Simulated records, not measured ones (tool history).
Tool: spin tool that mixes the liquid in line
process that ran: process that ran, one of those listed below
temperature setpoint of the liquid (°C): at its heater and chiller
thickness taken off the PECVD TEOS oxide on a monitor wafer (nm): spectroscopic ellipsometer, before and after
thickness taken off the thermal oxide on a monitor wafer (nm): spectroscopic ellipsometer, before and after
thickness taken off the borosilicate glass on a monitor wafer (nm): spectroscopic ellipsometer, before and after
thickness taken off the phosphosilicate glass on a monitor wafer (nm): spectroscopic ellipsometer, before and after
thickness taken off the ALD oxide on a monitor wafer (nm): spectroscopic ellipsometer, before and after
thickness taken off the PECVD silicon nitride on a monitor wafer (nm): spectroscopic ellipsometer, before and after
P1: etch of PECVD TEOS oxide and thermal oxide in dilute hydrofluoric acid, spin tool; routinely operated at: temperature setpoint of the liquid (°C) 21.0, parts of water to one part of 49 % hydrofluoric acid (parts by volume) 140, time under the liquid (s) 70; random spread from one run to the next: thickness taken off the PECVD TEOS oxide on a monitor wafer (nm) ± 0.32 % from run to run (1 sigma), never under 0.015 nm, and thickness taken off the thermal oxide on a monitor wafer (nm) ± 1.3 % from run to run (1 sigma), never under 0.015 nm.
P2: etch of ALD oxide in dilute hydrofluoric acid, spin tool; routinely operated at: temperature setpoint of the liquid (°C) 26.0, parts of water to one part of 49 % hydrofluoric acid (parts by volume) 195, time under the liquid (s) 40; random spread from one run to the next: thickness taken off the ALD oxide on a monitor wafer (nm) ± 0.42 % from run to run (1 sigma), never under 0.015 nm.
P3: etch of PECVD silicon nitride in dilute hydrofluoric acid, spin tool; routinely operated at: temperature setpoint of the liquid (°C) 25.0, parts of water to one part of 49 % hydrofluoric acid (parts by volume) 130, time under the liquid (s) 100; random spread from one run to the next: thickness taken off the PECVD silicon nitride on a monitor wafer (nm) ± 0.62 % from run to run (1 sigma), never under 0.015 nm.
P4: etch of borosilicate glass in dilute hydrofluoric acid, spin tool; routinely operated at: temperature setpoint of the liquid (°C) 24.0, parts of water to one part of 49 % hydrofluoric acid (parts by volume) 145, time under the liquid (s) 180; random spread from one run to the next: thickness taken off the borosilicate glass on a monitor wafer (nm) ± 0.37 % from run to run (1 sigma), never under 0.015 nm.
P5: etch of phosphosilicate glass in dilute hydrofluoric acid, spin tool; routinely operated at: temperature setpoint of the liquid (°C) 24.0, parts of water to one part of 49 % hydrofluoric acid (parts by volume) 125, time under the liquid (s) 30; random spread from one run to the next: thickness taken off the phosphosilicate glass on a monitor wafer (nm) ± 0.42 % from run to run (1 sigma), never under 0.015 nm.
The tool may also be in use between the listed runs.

run	hour	process that ran	temperature setpoint of the liquid (°C)	parts of water to one part of 49 % hydrofluoric acid (parts by volume)	time under the liquid (s)	thickness taken off the PECVD TEOS oxide on a monitor wafer (nm)	thickness taken off the thermal oxide on a monitor wafer (nm)	thickness taken off the borosilicate glass on a monitor wafer (nm)	thickness taken off the phosphosilicate glass on a monitor wafer (nm)	thickness taken off the ALD oxide on a monitor wafer (nm)	thickness taken off the PECVD silicon nitride on a monitor wafer (nm)
1	4.5	P1	21.0	140	70	7.0257	2.03290				
2	9.5	P4	24.0	245	180			21.894			
3	14.9	P1	28.5	140	45	6.0231	1.74730				
4	19.4	P1	21.0	140	70	6.9964	2.05800				
5	26.4	P5	18.0	125	30				18.120		
6	30.9	P1	21.0	140	70	7.0380	2.04250				
7	37.1	P5	24.0	125	60				45.725		
8	44.0	P1	28.5	140	70	9.2777	2.74230				
9	50.6	P5	24.0	195	30				13.547		
10	54.4	P1	21.0	245	70	3.5973	1.02090				
11	57.6	P2	26.0	35	40					43.2850	
12	62.7	P5	24.0	125	30				22.818		
13	66.9	P4	24.0	145	180			41.209			
14	69.9	P4	24.0	145	60			13.616			
15	73.6	P2	26.0	195	15					2.3807	
16	79.8	P1	21.0	35	70	31.8020	9.24350				
17	83.3	P3	25.0	130	190						7.4578
18	86.5	P1	17.0	140	70	5.9832	1.74340				
19	92.6	P1	21.0	140	15	1.5268	0.41139				
20	96.2	P2	26.0	195	40					6.3482	
# hour 100.1: hydrofluoric acid flow meter replaced
21	103.0	P2	20.0	195	40					5.0760	
22	108.2	P4	20.0	145	180			35.103			
23	111.5	P1	21.0	140	70	7.0069	2.03120				
24	114.6	P1	18.0	140	120	10.6740	3.08830				
25	117.7	P3	25.0	130	100						3.9952
26	121.8	P1	21.0	140	105	10.4740	3.00530				
27	125.5	P3	29.5	130	100						5.2156
28	130.2	P2	26.0	195	40					6.3602	
29	133.4	P1	21.0	140	70	6.9972	1.98170				
30	137.3	P1	21.0	140	70	6.9898	1.99810				
31	142.1	P3	25.0	230	100						2.2162
32	148.9	P1	21.0	140	70	7.0016	2.00870				
33	152.3	P1	21.0	140	70	6.8841	1.98770				
34	156.0	P1	21.0	140	70	6.8366	1.96770				
35	159.4	P1	21.0	140	70	6.7533	1.94410				
36	162.9	P1	21.0	140	70	6.6786	1.93150				
37	169.8	P1	21.0	140	70	6.6489	1.93960				
38	174.7	P1	21.0	140	70	6.6393	1.89430				

Run 39 has not been measured yet. What should we expect?
39	180.3	P1	21.0	140	70	?	?				

Run 39 gave thickness taken off the PECVD TEOS oxide on a monitor wafer (nm) 6.5905, thickness taken off the thermal oxide on a monitor wafer (nm) 1.91460.
